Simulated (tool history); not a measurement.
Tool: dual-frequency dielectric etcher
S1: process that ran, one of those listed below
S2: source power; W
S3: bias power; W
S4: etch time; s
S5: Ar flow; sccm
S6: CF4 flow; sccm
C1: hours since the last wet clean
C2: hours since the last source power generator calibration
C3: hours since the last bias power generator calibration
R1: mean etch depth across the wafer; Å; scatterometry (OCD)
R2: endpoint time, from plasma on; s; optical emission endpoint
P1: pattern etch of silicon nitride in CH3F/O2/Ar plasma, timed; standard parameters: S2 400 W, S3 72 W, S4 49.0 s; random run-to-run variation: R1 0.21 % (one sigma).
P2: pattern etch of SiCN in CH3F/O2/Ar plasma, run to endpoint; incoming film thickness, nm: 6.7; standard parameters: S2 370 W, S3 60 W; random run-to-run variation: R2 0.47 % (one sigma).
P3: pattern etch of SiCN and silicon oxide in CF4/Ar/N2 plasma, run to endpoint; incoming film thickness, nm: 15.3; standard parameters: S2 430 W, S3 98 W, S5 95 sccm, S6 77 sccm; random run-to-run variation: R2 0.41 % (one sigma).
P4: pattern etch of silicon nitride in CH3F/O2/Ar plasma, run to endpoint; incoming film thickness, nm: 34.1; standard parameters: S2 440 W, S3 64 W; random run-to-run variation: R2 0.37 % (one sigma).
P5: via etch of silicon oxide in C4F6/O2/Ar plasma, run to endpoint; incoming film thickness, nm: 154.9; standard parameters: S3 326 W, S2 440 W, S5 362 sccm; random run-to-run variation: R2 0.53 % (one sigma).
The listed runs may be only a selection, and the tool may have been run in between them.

{"run": 1, "day": 0.133, "S1": "P1", "S2": 400, "S3": 72, "S4": 49.0, "C1": 127.3, "C2": 1049.0, "C3": 765.5, "R1": 348.65}
{"run": 2, "day": 0.292, "S1": "P5", "S2": 440, "S3": 326, "S5": 465, "C1": 131.1, "C2": 1052.8, "C3": 769.3, "R2": 40.969}
{"run": 3, "day": 0.462, "S1": "P5", "S2": 440, "S3": 438, "S5": 362, "C1": 135.2, "C2": 1056.9, "C3": 773.4, "R2": 35.866}
{"run": 4, "day": 0.654, "S1": "P1", "S2": 400, "S3": 92, "S4": 49.0, "C1": 139.8, "C2": 1061.5, "C3": 778.0, "R1": 381.24}
{"run": 5, "day": 0.788, "S1": "P3", "S2": 430, "S3": 98, "S5": 95, "S6": 77, "C1": 143.0, "C2": 1064.7, "C3": 781.2, "R2": 15.999}
{"run": 6, "day": 0.988, "S1": "P1", "S2": 270, "S3": 72, "S4": 49.0, "C1": 147.8, "C2": 1069.5, "C3": 786.0, "R1": 300.51}
{"run": 7, "day": 1.229, "S1": "P1", "S2": 400, "S3": 72, "S4": 49.0, "C1": 153.6, "C2": 1075.3, "C3": 791.8, "R1": 350.0}
{"run": 8, "day": 1.396, "S1": "P4", "S2": 440, "S3": 64, "C1": 157.6, "C2": 1079.3, "C3": 795.8, "R2": 49.23}
{"run": 9, "day": 1.538, "S1": "P5", "S2": 260, "S3": 326, "S5": 362, "C1": 161.0, "C2": 1082.7, "C3": 799.2, "R2": 48.319}
{"run": 10, "day": 1.696, "S1": "P1", "S2": 400, "S3": 72, "S4": 49.0, "C1": 164.8, "C2": 1086.5, "C3": 803.0, "R1": 349.95}
{"run": 11, "day": 1.854, "S1": "P4", "S2": 440, "S3": 46, "C1": 168.6, "C2": 1090.3, "C3": 806.8, "R2": 54.789}
{"run": 12, "day": 2.104, "S1": "P1", "S2": 400, "S3": 72, "S4": 49.0, "C1": 174.6, "C2": 1096.3, "C3": 812.8, "R1": 350.4}
{"run": 13, "day": 2.221, "S1": "P3", "S2": 430, "S3": 98, "S5": 55, "S6": 77, "C1": 177.4, "C2": 1099.1, "C3": 815.6, "R2": 14.868}
{"run": 14, "day": 2.462, "S1": "P1", "S2": 400, "S3": 72, "S4": 49.0, "C1": 183.2, "C2": 1104.9, "C3": 821.4, "R1": 350.45}
{"run": 15, "day": 2.596, "S1": "P1", "S2": 400, "S3": 72, "S4": 28.0, "C1": 186.4, "C2": 1108.1, "C3": 824.6, "R1": 199.61}
{"run": 16, "day": 2.717, "S1": "P4", "S2": 620, "S3": 64, "C1": 189.3, "C2": 1111.0, "C3": 827.5, "R2": 43.159}
{"run": 17, "day": 2.921, "S1": "P2", "S2": 370, "S3": 60, "C1": 194.2, "C2": 1115.9, "C3": 832.4, "R2": 19.448}
{"run": 18, "day": 3.146, "S1": "P2", "S2": 370, "S3": 41, "C1": 199.6, "C2": 1121.3, "C3": 837.8, "R2": 22.342}
{"run": 19, "day": 3.342, "S1": "P1", "S2": 400, "S3": 72, "S4": 49.0, "C1": 204.3, "C2": 1126.0, "C3": 842.5, "R1": 350.42}
{"run": 20, "day": 3.538, "S1": "P1", "S2": 560, "S3": 72, "S4": 49.0, "C1": 209.0, "C2": 1130.7, "C3": 847.2, "R1": 398.65}
{"run": 21, "day": 3.783, "S1": "P3", "S2": 430, "S3": 98, "S5": 95, "S6": 60, "C1": 214.9, "C2": 1136.6, "C3": 853.1, "R2": 16.474}
{"run": 22, "day": 3.992, "S1": "P1", "S2": 260, "S3": 87, "S4": 49.0, "C1": 219.9, "C2": 1141.6, "C3": 858.1, "R1": 317.78}
{"run": 23, "day": 4.183, "S1": "P5", "S2": 440, "S3": 326, "S5": 362, "C1": 224.5, "C2": 1146.2, "C3": 862.7, "R2": 39.673}
{"run": 24, "day": 4.383, "S1": "P2", "S2": 370, "S3": 60, "C1": 229.3, "C2": 1151.0, "C3": 867.5, "R2": 19.477}
{"run": 25, "day": 4.629, "S1": "P2", "S2": 260, "S3": 60, "C1": 235.2, "C2": 1156.9, "C3": 873.4, "R2": 22.243}
{"run": 26, "day": 4.771, "S1": "P1", "S2": 400, "S3": 72, "S4": 49.0, "C1": 238.6, "C2": 1160.3, "C3": 876.8, "R1": 349.29}
{"run": 27, "day": 4.975, "S1": "P3", "S2": 430, "S3": 65, "S5": 95, "S6": 77, "C1": 243.5, "C2": 1165.2, "C3": 881.7, "R2": 18.344}
{"run": 28, "day": 5.192, "S1": "P3", "S2": 430, "S3": 98, "S5": 95, "S6": 77, "C1": 248.7, "C2": 1170.4, "C3": 886.9, "R2": 15.955}
{"run": 29, "day": 5.417, "S1": "P1", "S2": 400, "S3": 72, "S4": 63.5, "C1": 254.1, "C2": 1175.8, "C3": 892.3, "R1": 451.85}
{"run": 30, "day": 5.646, "S1": "P3", "S2": 570, "S3": 98, "S5": 95, "S6": 77, "C1": 259.6, "C2": 1181.3, "C3": 897.8, "R2": 12.427}
{"run": 31, "day": 5.812, "S1": "P1", "S2": 400, "S3": 56, "S4": 49.0, "C1": 263.6, "C2": 1185.3, "C3": 901.8, "R1": 321.46}
{"run": 32, "day": 6.004, "S1": "P5", "S2": 440, "S3": 326, "S5": 362, "C1": 268.2, "C2": 1189.9, "C3": 906.4, "R2": 39.802}
{"run": 33, "day": 6.204, "S1": "P1", "S2": 400, "S3": 72, "S4": 49.0, "C1": 273.0, "C2": 1194.7, "C3": 911.2, "R1": 349.11}
{"run": 34, "day": 6.375, "S1": "P1", "S2": 400, "S3": 72, "S4": 49.0, "C1": 277.1, "C2": 1198.8, "C3": 915.3, "R1": 346.99}
{"run": 35, "day": 6.521, "S1": "P1", "S2": 400, "S3": 72, "S4": 49.0, "C1": 280.6, "C2": 1202.3, "C3": 918.8, "R1": 346.31}
{"run": 36, "day": 6.675, "S1": "P1", "S2": 400, "S3": 72, "S4": 49.0, "C1": 284.3, "C2": 1206.0, "C3": 922.5, "R1": 346.27}
{"run": 37, "day": 6.917, "S1": "P1", "S2": 400, "S3": 72, "S4": 49.0, "C1": 290.1, "C2": 1211.8, "C3": 928.3, "R1": 344.25}
{"day": 6.975, "done": "wet clean of the chamber"}
{"run": 38, "day": 7.158, "S1": "P1", "S2": 400, "S3": 72, "S4": 49.0, "C1": 4.4, "C2": 1217.6, "C3": 934.1, "R1": 343.22}
{"run": 39, "day": 7.312, "S1": "P1", "S2": 400, "S3": 72, "S4": 49.0, "C1": 8.1, "C2": 1221.3, "C3": 937.8, "R1": 344.91}
{"run": 40, "day": 7.438, "S1": "P1", "S2": 400, "S3": 72, "S4": 49.0, "C1": 11.1, "C2": 1224.3, "C3": 940.8, "R1": 345.69}

What P1 gives has crept off from where it sat before. The 2 causes that follow fit the log equally well, each at the size noted:
A: source power that arrives under what is set, % = 4.07
B: bias power that arrives under what is set, % = 4.51
Creep in the process output first set in at about day 6.204.
Ruled out, with reasons:
chamber walls in a state that lowers the etch rate, %: work on it at day 6.975, done after the drift set in, did not restore what the process gave before

Of the 4 check runs below, each run on 2 wafers with the results averaged and each result still a question mark, which one would tell the listed causes apart?
{"run": "check 1", "day": 7.562, "S1": "P2", "S2": 300, "S3": 45, "R2": "?"}
{"run": "check 2", "day": 7.562, "S1": "P3", "S2": 430, "S3": 72, "S5": 95, "S6": 77, "R2": "?"}
{"run": "check 3", "day": 7.562, "S1": "P5", "S2": 440, "S3": 393, "S5": 362, "R2": "?"}
{"run": "check 4", "day": 7.562, "S1": "P4", "S2": 610, "S3": 64, "R2": "?"}

How each check would come out, cause by cause:
check=check_1 result=R2 if_A=23.784 if_B=23.755
check=check_2 result=R2 if_A=18.379 if_B=17.987
check=check_3 result=R2 if_A=37.952 if_B=37.989
check=check_4 result=R2 if_A=44.246 if_B=44.189
Smallest distance between any two causes, each pair judged by its most separating result, in per cent: check 1 0.12 %; check 2 2.15 %; check 3 0.1 %; check 4 0.13 %
The causes can be told apart only by check 2. The other checks would give nearly the same results under each of them.

The results of check 2 are: R2 18.320 s. Based on these, which of the listed causes is it?

It is A: source power that arrives under what is set, %.

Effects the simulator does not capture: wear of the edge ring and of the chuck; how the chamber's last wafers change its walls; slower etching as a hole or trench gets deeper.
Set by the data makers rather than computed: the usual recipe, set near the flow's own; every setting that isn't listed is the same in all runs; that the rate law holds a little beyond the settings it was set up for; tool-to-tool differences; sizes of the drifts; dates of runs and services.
